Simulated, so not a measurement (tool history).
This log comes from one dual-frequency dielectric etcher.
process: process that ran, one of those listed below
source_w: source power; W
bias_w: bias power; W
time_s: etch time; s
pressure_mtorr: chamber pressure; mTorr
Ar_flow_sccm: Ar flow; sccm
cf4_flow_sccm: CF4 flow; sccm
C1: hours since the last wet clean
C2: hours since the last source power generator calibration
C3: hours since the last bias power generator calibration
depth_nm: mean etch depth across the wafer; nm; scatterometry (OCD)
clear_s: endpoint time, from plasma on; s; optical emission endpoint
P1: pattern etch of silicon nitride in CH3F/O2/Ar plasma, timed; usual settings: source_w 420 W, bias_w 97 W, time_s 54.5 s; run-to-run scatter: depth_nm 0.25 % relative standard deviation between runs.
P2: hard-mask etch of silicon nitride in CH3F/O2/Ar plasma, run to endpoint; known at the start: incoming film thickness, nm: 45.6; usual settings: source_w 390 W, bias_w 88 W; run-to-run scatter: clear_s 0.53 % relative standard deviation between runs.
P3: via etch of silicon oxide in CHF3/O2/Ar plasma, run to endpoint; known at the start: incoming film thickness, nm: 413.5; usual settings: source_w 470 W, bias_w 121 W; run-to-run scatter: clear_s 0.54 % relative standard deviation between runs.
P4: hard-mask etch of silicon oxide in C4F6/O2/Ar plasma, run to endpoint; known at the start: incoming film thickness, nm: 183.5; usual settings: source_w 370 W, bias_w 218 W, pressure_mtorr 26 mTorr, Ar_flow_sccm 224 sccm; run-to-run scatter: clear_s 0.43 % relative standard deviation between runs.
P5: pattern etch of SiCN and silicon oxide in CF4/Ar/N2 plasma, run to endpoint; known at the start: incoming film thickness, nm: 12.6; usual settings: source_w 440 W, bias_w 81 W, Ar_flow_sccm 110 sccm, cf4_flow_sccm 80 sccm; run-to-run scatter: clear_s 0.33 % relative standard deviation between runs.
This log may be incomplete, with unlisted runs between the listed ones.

{"run": 1, "hour": 4.9, "process": "P1", "source_w": 420, "bias_w": 97, "time_s": 54.5, "C1": 322.9, "C2": 1234.3, "C3": 1699.5, "depth_nm": 42.145}
{"run": 2, "hour": 9.5, "process": "P4", "source_w": 370, "bias_w": 218, "pressure_mtorr": 26, "Ar_flow_sccm": 224, "C1": 327.5, "C2": 1238.9, "C3": 1704.1, "clear_s": 53.246}
{"run": 3, "hour": 11.9, "process": "P1", "source_w": 420, "bias_w": 97, "time_s": 54.5, "C1": 329.9, "C2": 1241.3, "C3": 1706.5, "depth_nm": 41.828}
{"run": 4, "hour": 14.6, "process": "P5", "source_w": 580, "bias_w": 81, "Ar_flow_sccm": 110, "cf4_flow_sccm": 80, "C1": 332.6, "C2": 1244, "C3": 1709.2, "clear_s": 11.292}
{"run": 5, "hour": 18.3, "process": "P1", "source_w": 420, "bias_w": 122, "time_s": 68, "C1": 336.3, "C2": 1247.7, "C3": 1712.9, "depth_nm": 57.205}
{"run": 6, "hour": 21.8, "process": "P1", "source_w": 420, "bias_w": 97, "time_s": 80, "C1": 339.8, "C2": 1251.2, "C3": 1716.4, "depth_nm": 62.13}
{"run": 7, "hour": 25.9, "process": "P1", "source_w": 420, "bias_w": 97, "time_s": 54.5, "C1": 343.9, "C2": 1255.3, "C3": 1720.5, "depth_nm": 42.11}
{"run": 8, "hour": 29.0, "process": "P1", "source_w": 420, "bias_w": 97, "time_s": 54.5, "C1": 347, "C2": 1258.4, "C3": 1723.6, "depth_nm": 41.899}
{"run": 9, "hour": 33.1, "process": "P2", "source_w": 470, "bias_w": 88, "C1": 351.1, "C2": 1262.5, "C3": 1727.7, "clear_s": 56.03}
{"run": 10, "hour": 35.8, "process": "P5", "source_w": 440, "bias_w": 81, "Ar_flow_sccm": 110, "cf4_flow_sccm": 80, "C1": 353.8, "C2": 1265.2, "C3": 1730.4, "clear_s": 14.352}
{"run": 11, "hour": 39.2, "process": "P3", "source_w": 470, "bias_w": 158, "C1": 357.2, "C2": 1268.6, "C3": 1733.8, "clear_s": 238.81}
{"run": 12, "hour": 42.1, "process": "P5", "source_w": 440, "bias_w": 81, "Ar_flow_sccm": 110, "cf4_flow_sccm": 58, "C1": 360.1, "C2": 1271.5, "C3": 1736.7, "clear_s": 15.035}
{"run": 13, "hour": 46.1, "process": "P5", "source_w": 440, "bias_w": 81, "Ar_flow_sccm": 110, "cf4_flow_sccm": 80, "C1": 364.1, "C2": 1275.5, "C3": 1740.7, "clear_s": 14.331}
{"hour": 49.2, "done": "source power generator calibrated"}
{"run": 14, "hour": 50.1, "process": "P1", "source_w": 300, "bias_w": 115, "time_s": 54.5, "C1": 368.1, "C2": 1, "C3": 1744.7, "depth_nm": 39.755}
{"run": 15, "hour": 53.4, "process": "P1", "source_w": 310, "bias_w": 97, "time_s": 54.5, "C1": 371.4, "C2": 4.3, "C3": 1748, "depth_nm": 37.45}
{"run": 16, "hour": 58.0, "process": "P1", "source_w": 420, "bias_w": 97, "time_s": 30.5, "C1": 376, "C2": 8.9, "C3": 1752.6, "depth_nm": 23.55}
{"run": 17, "hour": 60.8, "process": "P5", "source_w": 440, "bias_w": 108, "Ar_flow_sccm": 110, "cf4_flow_sccm": 80, "C1": 378.8, "C2": 11.7, "C3": 1755.4, "clear_s": 12.966}
{"run": 18, "hour": 65.6, "process": "P4", "source_w": 370, "bias_w": 218, "pressure_mtorr": 26, "Ar_flow_sccm": 224, "C1": 383.6, "C2": 16.5, "C3": 1760.2, "clear_s": 53.026}
{"run": 19, "hour": 70.5, "process": "P5", "source_w": 440, "bias_w": 81, "Ar_flow_sccm": 79, "cf4_flow_sccm": 80, "C1": 388.5, "C2": 21.4, "C3": 1765.1, "clear_s": 13.584}
{"run": 20, "hour": 74.8, "process": "P2", "source_w": 390, "bias_w": 88, "C1": 392.8, "C2": 25.7, "C3": 1769.4, "clear_s": 60.709}
{"run": 21, "hour": 78.6, "process": "P1", "source_w": 420, "bias_w": 97, "time_s": 54.5, "C1": 396.6, "C2": 29.5, "C3": 1773.2, "depth_nm": 42.086}
{"run": 22, "hour": 81.4, "process": "P1", "source_w": 420, "bias_w": 97, "time_s": 54.5, "C1": 399.4, "C2": 32.3, "C3": 1776, "depth_nm": 42.084}
{"run": 23, "hour": 85.6, "process": "P4", "source_w": 230, "bias_w": 218, "pressure_mtorr": 26, "Ar_flow_sccm": 224, "C1": 403.6, "C2": 36.5, "C3": 1780.2, "clear_s": 63.47}
{"run": 24, "hour": 88.5, "process": "P1", "source_w": 420, "bias_w": 78, "time_s": 54.5, "C1": 406.5, "C2": 39.4, "C3": 1783.1, "depth_nm": 38.9}
{"run": 25, "hour": 93.3, "process": "P4", "source_w": 370, "bias_w": 286, "pressure_mtorr": 26, "Ar_flow_sccm": 224, "C1": 411.3, "C2": 44.2, "C3": 1787.9, "clear_s": 48.77}
{"run": 26, "hour": 97.8, "process": "P3", "source_w": 470, "bias_w": 121, "C1": 415.8, "C2": 48.7, "C3": 1792.4, "clear_s": 261.6}
{"run": 27, "hour": 102.5, "process": "P4", "source_w": 370, "bias_w": 218, "pressure_mtorr": 35.5, "Ar_flow_sccm": 224, "C1": 420.5, "C2": 53.4, "C3": 1797.1, "clear_s": 55.347}
{"run": 28, "hour": 107.6, "process": "P4", "source_w": 370, "bias_w": 218, "pressure_mtorr": 26, "Ar_flow_sccm": 132, "C1": 425.6, "C2": 58.5, "C3": 1802.2, "clear_s": 50.185}
{"run": 29, "hour": 112.7, "process": "P3", "source_w": 380, "bias_w": 121, "C1": 430.7, "C2": 63.6, "C3": 1807.3, "clear_s": 285.27}
{"run": 30, "hour": 115.3, "process": "P1", "source_w": 520, "bias_w": 97, "time_s": 54.5, "C1": 433.3, "C2": 66.2, "C3": 1809.9, "depth_nm": 45.535}
{"run": 31, "hour": 118.1, "process": "P2", "source_w": 390, "bias_w": 67, "C1": 436.1, "C2": 69, "C3": 1812.7, "clear_s": 66.367}
{"run": 32, "hour": 122.1, "process": "P1", "source_w": 420, "bias_w": 137, "time_s": 54.5, "C1": 440.1, "C2": 73, "C3": 1816.7, "depth_nm": 47.914}
{"run": 33, "hour": 125.9, "process": "P1", "source_w": 420, "bias_w": 97, "time_s": 54.5, "C1": 443.9, "C2": 76.8, "C3": 1820.5, "depth_nm": 42.1}
{"run": 34, "hour": 128.5, "process": "P1", "source_w": 420, "bias_w": 97, "time_s": 54.5, "C1": 446.5, "C2": 79.4, "C3": 1823.1, "depth_nm": 41.81}
{"run": 35, "hour": 133.5, "process": "P1", "source_w": 420, "bias_w": 97, "time_s": 54.5, "C1": 451.5, "C2": 84.4, "C3": 1828.1, "depth_nm": 41.62}
{"run": 36, "hour": 137.8, "process": "P1", "source_w": 420, "bias_w": 97, "time_s": 54.5, "C1": 455.8, "C2": 88.7, "C3": 1832.4, "depth_nm": 41.415}
{"hour": 140.3, "done": "wet clean of the chamber"}
{"run": 37, "hour": 140.7, "process": "P1", "source_w": 420, "bias_w": 97, "time_s": 54.5, "C1": 0.4, "C2": 91.6, "C3": 1835.3, "depth_nm": 41.678}
{"run": 38, "hour": 145.7, "process": "P1", "source_w": 420, "bias_w": 97, "time_s": 54.5, "C1": 5.4, "C2": 96.6, "C3": 1840.3, "depth_nm": 41.465}
{"run": 39, "hour": 148.3, "process": "P1", "source_w": 420, "bias_w": 97, "time_s": 54.5, "C1": 8, "C2": 99.2, "C3": 1842.9, "depth_nm": 41.492}
{"run": 40, "hour": 150.6, "process": "P1", "source_w": 420, "bias_w": 97, "time_s": 54.5, "C1": 10.3, "C2": 101.5, "C3": 1845.2, "depth_nm": 41.239}
{"run": 41, "hour": 154.2, "process": "P1", "source_w": 420, "bias_w": 97, "time_s": 54.5, "C1": 13.9, "C2": 105.1, "C3": 1848.8, "depth_nm": 41.335}

The log shows P1 creeping away from where it was. Any of the 2 causes listed here, at the size stated for it, fits the log just as well as the others:
A: bias power that arrives under what is set, % = 4.33
B: source power that arrives under what is set, % = 4.21
Onset of the creep was near hour 125.9.
Why every other cause is out:
chamber walls in a state that lowers the etch rate, %: maintenance at hour 140.3, after the shift began, did not return the process to its former output

Consider the 4 check runs below, whose results appear as question marks and each of which averages 2 wafers. Which one distinguishes the causes, in that each cause would give it a clearly different result?
{"run": "check 1", "hour": 157.8, "process": "P4", "source_w": 370, "bias_w": 218, "pressure_mtorr": 26, "Ar_flow_sccm": 224, "clear_s": "?"}
{"run": "check 2", "hour": 157.8, "process": "P5", "source_w": 440, "bias_w": 81, "Ar_flow_sccm": 110, "cf4_flow_sccm": 80, "clear_s": "?"}
{"run": "check 3", "hour": 157.8, "process": "P3", "source_w": 470, "bias_w": 121, "clear_s": "?"}
{"run": "check 4", "hour": 157.8, "process": "P2", "source_w": 390, "bias_w": 88, "clear_s": "?"}

What each check would give under each cause:
check=check_1 result=clear_s if_A=53.992 if_B=54.099
check=check_2 result=clear_s if_A=14.549 if_B=14.882
check=check_3 result=clear_s if_A=265.9 if_B=266.68
check=check_4 result=clear_s if_A=61.6 if_B=61.619
Gap, in per cent, between the two causes that each check separates least, read from the result that separates them most: check 1 0.2 %; check 2 2.27 %; check 3 0.29 %; check 4 0.03 %
Check 2 tells the causes apart: in the others they would give nearly the same result.

After running check 2, the following was obtained: clear_s 14.56 s. Which cause does this point to?

It is A: bias power that arrives under what is set, %.
